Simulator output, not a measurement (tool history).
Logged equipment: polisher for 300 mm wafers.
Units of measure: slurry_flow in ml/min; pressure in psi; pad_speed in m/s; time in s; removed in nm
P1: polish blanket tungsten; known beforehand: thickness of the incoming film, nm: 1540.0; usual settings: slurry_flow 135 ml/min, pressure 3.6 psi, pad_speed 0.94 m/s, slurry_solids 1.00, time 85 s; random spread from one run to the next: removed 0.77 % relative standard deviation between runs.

run 1 hour=9.7 | slurry_flow=135 pressure=3.6 pad_speed=0.94 slurry_solids=1.00 time=85 | removed=310.97
run 2 hour=27.5 | slurry_flow=135 pressure=3.6 pad_speed=0.94 slurry_solids=1.00 time=85 | removed=313.11
run 3 hour=40.4 | slurry_flow=135 pressure=3.6 pad_speed=0.52 slurry_solids=1.00 time=85 | removed=170.90
run 4 hour=57.5 | slurry_flow=135 pressure=3.6 pad_speed=0.94 slurry_solids=1.00 time=85 | removed=308.12
run 5 hour=69.3 | slurry_flow=135 pressure=3.6 pad_speed=0.94 slurry_solids=1.40 time=85 | removed=335.53
run 6 hour=84.5 | slurry_flow=135 pressure=3.6 pad_speed=0.94 slurry_solids=0.50 time=85 | removed=262.65
run 7 hour=93.9 | slurry_flow=135 pressure=1.6 pad_speed=0.94 slurry_solids=1.00 time=85 | removed=138.09
-- hour=105.7 slurry tank refilled with fresh slurry and peroxide
run 8 hour=109.8 | slurry_flow=135 pressure=3.6 pad_speed=0.94 slurry_solids=1.00 time=85 | removed=311.41
run 9 hour=122.1 | slurry_flow=200 pressure=3.6 pad_speed=0.94 slurry_solids=1.00 time=85 | removed=329.40
run 10 hour=139.8 | slurry_flow=80 pressure=3.6 pad_speed=0.94 slurry_solids=1.00 time=85 | removed=271.95
run 11 hour=156.2 | slurry_flow=135 pressure=3.6 pad_speed=0.94 slurry_solids=1.00 time=41 | removed=150.99
run 12 hour=171.0 | slurry_flow=135 pressure=3.6 pad_speed=1.40 slurry_solids=1.00 time=85 | removed=456.34
run 13 hour=179.5 | slurry_flow=135 pressure=3.6 pad_speed=0.94 slurry_solids=1.00 time=130 | removed=475.09
run 14 hour=192.8 | slurry_flow=190 pressure=3.6 pad_speed=0.94 slurry_solids=0.70 time=85 | removed=298.22
run 15 hour=201.4 | slurry_flow=135 pressure=5.1 pad_speed=0.94 slurry_solids=1.00 time=85 | removed=431.52
run 16 hour=218.8 | slurry_flow=135 pressure=3.6 pad_speed=0.94 slurry_solids=1.00 time=85 | removed=308.00
run 17 hour=230.3 | slurry_flow=135 pressure=1.8 pad_speed=0.94 slurry_solids=1.25 time=85 | removed=163.00
run 18 hour=245.6 | slurry_flow=135 pressure=3.6 pad_speed=0.94 slurry_solids=1.00 time=85 | removed=310.61
run 19 hour=262.9 | slurry_flow=135 pressure=3.6 pad_speed=0.94 slurry_solids=1.00 time=85 | removed=296.96
run 20 hour=271.7 | slurry_flow=135 pressure=3.6 pad_speed=0.94 slurry_solids=1.00 time=85 | removed=280.76
run 21 hour=279.7 | slurry_flow=135 pressure=3.6 pad_speed=0.94 slurry_solids=1.00 time=85 | removed=282.55
run 22 hour=289.7 | slurry_flow=135 pressure=3.6 pad_speed=0.94 slurry_solids=1.00 time=85 | removed=278.55
-- hour=304.5 worn pad replaced by a new one
run 23 hour=305.0 | slurry_flow=135 pressure=3.6 pad_speed=0.94 slurry_solids=1.00 time=85 | removed=276.95
-- hour=309.1 slurry blender recalibrated
run 24 hour=316.4 | slurry_flow=135 pressure=3.6 pad_speed=0.94 slurry_solids=1.00 time=85 | removed=276.54

For run 25, what comes out?
-- hour=318.0 slurry tank refilled with fresh slurry and peroxide
run 25 hour=326.9 | slurry_flow=135 pressure=3.6 pad_speed=0.94 slurry_solids=1.00 time=85 | removed=?

Run 25 produced removed 272.64 nm.

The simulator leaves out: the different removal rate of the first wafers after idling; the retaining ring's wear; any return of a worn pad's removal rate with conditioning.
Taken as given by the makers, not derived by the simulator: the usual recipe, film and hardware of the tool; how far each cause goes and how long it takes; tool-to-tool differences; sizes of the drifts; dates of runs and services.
